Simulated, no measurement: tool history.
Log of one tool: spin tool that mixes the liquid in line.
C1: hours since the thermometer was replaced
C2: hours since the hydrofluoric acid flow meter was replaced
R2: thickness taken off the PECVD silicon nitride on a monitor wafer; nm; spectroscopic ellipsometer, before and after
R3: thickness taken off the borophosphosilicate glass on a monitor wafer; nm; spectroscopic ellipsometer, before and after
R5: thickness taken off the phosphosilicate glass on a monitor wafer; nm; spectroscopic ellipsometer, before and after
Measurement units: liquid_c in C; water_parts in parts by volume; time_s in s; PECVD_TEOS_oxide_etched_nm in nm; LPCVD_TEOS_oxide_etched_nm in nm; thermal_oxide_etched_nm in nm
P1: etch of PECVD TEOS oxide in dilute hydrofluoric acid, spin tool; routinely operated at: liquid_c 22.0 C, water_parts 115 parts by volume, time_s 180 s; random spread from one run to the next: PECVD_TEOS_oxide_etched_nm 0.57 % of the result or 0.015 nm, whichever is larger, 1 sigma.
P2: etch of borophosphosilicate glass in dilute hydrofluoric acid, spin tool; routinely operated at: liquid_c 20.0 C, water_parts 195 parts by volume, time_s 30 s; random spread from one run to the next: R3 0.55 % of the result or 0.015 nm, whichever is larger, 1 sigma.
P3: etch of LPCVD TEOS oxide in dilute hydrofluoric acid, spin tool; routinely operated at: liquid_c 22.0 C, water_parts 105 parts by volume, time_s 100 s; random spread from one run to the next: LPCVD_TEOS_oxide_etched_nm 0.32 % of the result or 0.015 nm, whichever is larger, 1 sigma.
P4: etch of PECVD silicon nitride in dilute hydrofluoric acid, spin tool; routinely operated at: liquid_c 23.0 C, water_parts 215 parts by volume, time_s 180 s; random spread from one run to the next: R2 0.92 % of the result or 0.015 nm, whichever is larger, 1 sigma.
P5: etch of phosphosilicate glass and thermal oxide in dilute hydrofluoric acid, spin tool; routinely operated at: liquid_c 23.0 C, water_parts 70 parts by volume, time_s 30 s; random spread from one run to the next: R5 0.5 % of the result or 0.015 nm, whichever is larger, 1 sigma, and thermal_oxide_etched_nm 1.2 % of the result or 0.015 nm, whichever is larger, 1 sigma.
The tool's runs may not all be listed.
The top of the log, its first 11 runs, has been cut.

Run 12, hour 132.2: process P2, liquid_c 20.0 C, water_parts 195 parts by volume, time_s 15 s; C1 39.1; C2 471.5. Result: R3 4.0625 nm.
Run 13, hour 143.7: process P1, liquid_c 22.0 C, water_parts 115 parts by volume, time_s 180 s; C1 50.6; C2 483.0. Result: PECVD_TEOS_oxide_etched_nm 12.5130 nm.
Run 14, hour 154.2: process P1, liquid_c 18.0 C, water_parts 115 parts by volume, time_s 20 s; C1 61.1; C2 493.5. Result: PECVD_TEOS_oxide_etched_nm 1.1741 nm.
Run 15, hour 163.4: process P1, liquid_c 22.0 C, water_parts 50 parts by volume, time_s 310 s; C1 70.3; C2 502.7. Result: PECVD_TEOS_oxide_etched_nm 53.2620 nm.
Run 16, hour 176.0: process P4, liquid_c 23.0 C, water_parts 330 parts by volume, time_s 180 s; C1 82.9; C2 515.3. Result: R2 1.9989 nm.
Run 17, hour 185.4: process P3, liquid_c 28.5 C, water_parts 105 parts by volume, time_s 100 s; C1 92.3; C2 524.7. Result: LPCVD_TEOS_oxide_etched_nm 30.6050 nm.
Run 18, hour 199.8: process P5, liquid_c 23.0 C, water_parts 70 parts by volume, time_s 50 s; C1 106.7; C2 539.1. Result: R5 132.590 nm, thermal_oxide_etched_nm 3.5255 nm.
Run 19, hour 207.1: process P5, liquid_c 23.0 C, water_parts 125 parts by volume, time_s 30 s; C1 114.0; C2 546.4. Result: R5 41.646 nm, thermal_oxide_etched_nm 1.0999 nm.
Run 20, hour 220.2: process P5, liquid_c 23.0 C, water_parts 70 parts by volume, time_s 30 s; C1 127.1; C2 559.5. Result: R5 79.418 nm, thermal_oxide_etched_nm 2.1603 nm.
Run 21, hour 230.5: process P2, liquid_c 20.0 C, water_parts 195 parts by volume, time_s 30 s; C1 137.4; C2 569.8. Result: R3 8.1886 nm.
Run 22, hour 240.5: process P2, liquid_c 20.0 C, water_parts 195 parts by volume, time_s 30 s; C1 147.4; C2 579.8. Result: R3 8.1335 nm.
Run 23, hour 255.5: process P4, liquid_c 23.0 C, water_parts 215 parts by volume, time_s 360 s; C1 162.4; C2 594.8. Result: R2 6.1613 nm.
Run 24, hour 264.4: process P3, liquid_c 22.0 C, water_parts 105 parts by volume, time_s 15 s; C1 171.3; C2 603.7. Result: LPCVD_TEOS_oxide_etched_nm 3.5538 nm.
Run 25, hour 276.1: process P1, liquid_c 22.0 C, water_parts 115 parts by volume, time_s 60 s; C1 183.0; C2 615.4. Result: PECVD_TEOS_oxide_etched_nm 4.1742 nm.
Run 26, hour 288.2: process P4, liquid_c 23.0 C, water_parts 215 parts by volume, time_s 180 s; C1 195.1; C2 627.5. Result: R2 3.0296 nm.
Run 27, hour 297.4: process P5, liquid_c 23.0 C, water_parts 70 parts by volume, time_s 30 s; C1 204.3; C2 636.7. Result: R5 79.226 nm, thermal_oxide_etched_nm 2.1436 nm.
Run 28, hour 304.1: process P3, liquid_c 22.0 C, water_parts 105 parts by volume, time_s 100 s; C1 211.0; C2 643.4. Result: LPCVD_TEOS_oxide_etched_nm 23.6130 nm.
Run 29, hour 314.2: process P1, liquid_c 22.0 C, water_parts 115 parts by volume, time_s 180 s; C1 221.1; C2 653.5. Result: PECVD_TEOS_oxide_etched_nm 12.5310 nm.

For run 30, what comes out?
Run 30, hour 321.8: process P5, liquid_c 30.5 C, water_parts 70 parts by volume, time_s 30 s; C1 228.7; C2 661.1. Result: R5 ?, thermal_oxide_etched_nm ?.

{"run 30": {"R5": 106.7, "thermal_oxide_etched_nm": 2.8995}}

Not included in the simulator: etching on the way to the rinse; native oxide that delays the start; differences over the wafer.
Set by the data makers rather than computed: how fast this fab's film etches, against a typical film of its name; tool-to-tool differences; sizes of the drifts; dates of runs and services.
